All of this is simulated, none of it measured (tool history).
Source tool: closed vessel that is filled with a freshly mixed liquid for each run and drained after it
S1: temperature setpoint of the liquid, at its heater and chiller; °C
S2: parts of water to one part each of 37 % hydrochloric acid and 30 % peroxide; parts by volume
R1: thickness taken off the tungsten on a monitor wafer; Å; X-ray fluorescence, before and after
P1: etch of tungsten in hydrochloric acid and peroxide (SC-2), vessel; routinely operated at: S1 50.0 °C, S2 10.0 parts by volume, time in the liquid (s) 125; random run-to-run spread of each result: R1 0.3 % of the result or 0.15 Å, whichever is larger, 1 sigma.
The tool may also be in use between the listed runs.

{"run": 1, "day": 0.129, "S1": 50.0, "S2": 10.0, "time in the liquid (s)": 125, "R1": 179.85}
{"run": 2, "day": 0.254, "S1": 50.0, "S2": 4.0, "time in the liquid (s)": 125, "R1": 361.85}
{"run": 3, "day": 0.438, "S1": 50.0, "S2": 10.0, "time in the liquid (s)": 125, "R1": 181.14}
{"run": 4, "day": 0.592, "S1": 64.0, "S2": 10.0, "time in the liquid (s)": 125, "R1": 441.12}
{"run": 5, "day": 0.712, "S1": 50.0, "S2": 18.5, "time in the liquid (s)": 125, "R1": 105.36}
{"run": 6, "day": 0.812, "S1": 50.0, "S2": 10.0, "time in the liquid (s)": 125, "R1": 180.02}
{"run": 7, "day": 0.95, "S1": 50.0, "S2": 10.0, "time in the liquid (s)": 125, "R1": 180.93}
{"run": 8, "day": 1.162, "S1": 64.0, "S2": 10.0, "time in the liquid (s)": 30, "R1": 106.14}
{"run": 9, "day": 1.317, "S1": 50.0, "S2": 10.0, "time in the liquid (s)": 125, "R1": 180.26}
{"run": 10, "day": 1.462, "S1": 64.5, "S2": 10.0, "time in the liquid (s)": 30, "R1": 108.78}
{"run": 11, "day": 1.642, "S1": 50.0, "S2": 10.0, "time in the liquid (s)": 250, "R1": 359.97}
{"run": 12, "day": 1.812, "S1": 36.5, "S2": 10.0, "time in the liquid (s)": 125, "R1": 70.358}
{"run": 13, "day": 1.942, "S1": 50.0, "S2": 10.0, "time in the liquid (s)": 30, "R1": 43.434}
{"run": 14, "day": 2.046, "S1": 50.0, "S2": 10.0, "time in the liquid (s)": 125, "R1": 180.68}
{"run": 15, "day": 2.171, "S1": 50.0, "S2": 10.0, "time in the liquid (s)": 125, "R1": 180.65}
{"run": 16, "day": 2.396, "S1": 41.5, "S2": 7.0, "time in the liquid (s)": 125, "R1": 134.42}
{"run": 17, "day": 2.546, "S1": 50.0, "S2": 10.0, "time in the liquid (s)": 125, "R1": 180.89}
{"run": 18, "day": 2.754, "S1": 50.0, "S2": 10.0, "time in the liquid (s)": 125, "R1": 186.35}
{"run": 19, "day": 2.933, "S1": 50.0, "S2": 10.0, "time in the liquid (s)": 125, "R1": 189.57}
{"run": 20, "day": 3.083, "S1": 50.0, "S2": 10.0, "time in the liquid (s)": 125, "R1": 191.08}
{"run": 21, "day": 3.217, "S1": 50.0, "S2": 10.0, "time in the liquid (s)": 125, "R1": 192.98}
{"run": 22, "day": 3.354, "S1": 50.0, "S2": 10.0, "time in the liquid (s)": 125, "R1": 194.36}
{"run": 23, "day": 3.471, "S1": 50.0, "S2": 10.0, "time in the liquid (s)": 125, "R1": 195.15}
{"run": 24, "day": 3.646, "S1": 50.0, "S2": 10.0, "time in the liquid (s)": 125, "R1": 195.05}

Forecast run 25:
{"run": 25, "day": 3.792, "S1": 50.0, "S2": 10.0, "time in the liquid (s)": 125, "R1": "?"}

Run 25 measured R1 195.250 Å.
